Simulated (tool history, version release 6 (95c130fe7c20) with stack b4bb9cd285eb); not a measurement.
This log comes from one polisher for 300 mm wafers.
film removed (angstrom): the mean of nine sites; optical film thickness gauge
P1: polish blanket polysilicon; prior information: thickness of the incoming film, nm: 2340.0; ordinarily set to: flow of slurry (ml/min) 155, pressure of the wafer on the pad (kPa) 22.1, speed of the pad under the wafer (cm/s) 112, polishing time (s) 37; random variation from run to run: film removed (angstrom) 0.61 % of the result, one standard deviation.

run,hour,flow of slurry (ml/min),pressure of the wafer on the pad (kPa),speed of the pad under the wafer (cm/s),polishing time (s),wafers polished on this pad,hours since the slurry nozzle was cleaned,hours since the head pressure was calibrated,film removed (angstrom)
1,5.8,155,22.1,112,37,783,87.1,451.3,3201.6
2,12.6,210,22.1,174,37,889,93.9,458.1,5172.6
3,21.4,155,22.1,112,37,1026,102.7,466.9,3216.8
4,26.1,155,22.1,178,37,1099,107.4,471.6,5088
5,34.8,235,22.1,112,37,1234,116.1,480.3,3376.9
6,41.8,155,22.1,112,18,1343,123.1,487.3,1552
7,48.8,155,22.1,112,37,1452,130.1,494.3,3191.9
8,58.4,155,22.1,50,37,1602,139.7,503.9,1422.2
9,65.4,155,22.1,112,37,1711,146.7,510.9,3173.6
10,74.1,105,22.1,112,37,1846,155.4,519.6,2959.6
11,81.7,155,22.1,112,57,1965,163,527.2,4923.1
12,87.3,155,9.7,112,37,2052,168.6,532.8,1396
13,98.1,155,33.8,112,37,2220,179.4,543.6,4886.3
14,109.1,155,22.1,112,37,2392,190.4,554.6,3197.7
15,119.7,155,22.1,112,37,2557,201,565.2,3202
16,128.5,155,22.1,112,37,2694,209.8,574,3246.1
17,139.2,155,22.1,112,37,2860,220.5,584.7,3079
18,144.2,155,22.1,112,37,2938,225.5,589.7,3060.6
19,148.9,155,22.1,112,37,3011,230.2,594.4,3033.3
# hour 155.9: worn pad replaced by a new one
20,156.8,155,22.1,112,37,14,238.1,602.3,2995.7
21,164.4,155,22.1,112,37,132,245.7,609.9,2996.9
22,170.7,155,22.1,112,37,230,252,616.2,2977.2
23,179.3,155,22.1,112,37,364,260.6,624.8,2979.9

P1 no longer gives what it gave before; its output has crept away from where it was. The following 2 causes, each at its listed size, fit the log equally well:
A: slurry flow missing at the pad, % = 28.7
B: head's pressure below its setpoint, % = 6.44
The drift started at roughly hour 128.5.
What rules out each remaining cause:
removal rate lost through wear of the pad, %: serviced at hour 155.9, which brought nothing back

Which of the 4 check runs listed below, each an average over 5 wafers with its results shown as question marks, gives clearly different results under the different listed causes?
check 1,187.9,155,22.1,50,20,,,,?
check 2,187.9,155,15.9,112,37,,,,?
check 3,187.9,155,22.1,74,37,,,,?
check 4,187.9,230,12.4,112,37,,,,?

What every check run would give for each of its results, assuming each possible cause in turn:
check,result,if A,if B
check 1,film removed (angstrom),720.61,720.69
check 2,film removed (angstrom),2146.3,2146.6
check 3,film removed (angstrom),1973,1973.2
check 4,film removed (angstrom),1812.2,1775.8
Minimum pairwise separation of causes per check, each pair taken at its best-separating result: check 1 0.01 %; check 2 0.01 %; check 3 0.01 %; check 4 2.03 %
The causes can be told apart only by check 4. The other checks would give nearly the same results under each of them.

After running check 4, the following was obtained: film removed (angstrom) 1777.9. Which cause does this point to?

Of the candidate causes, it is B: head's pressure below its setpoint, %.
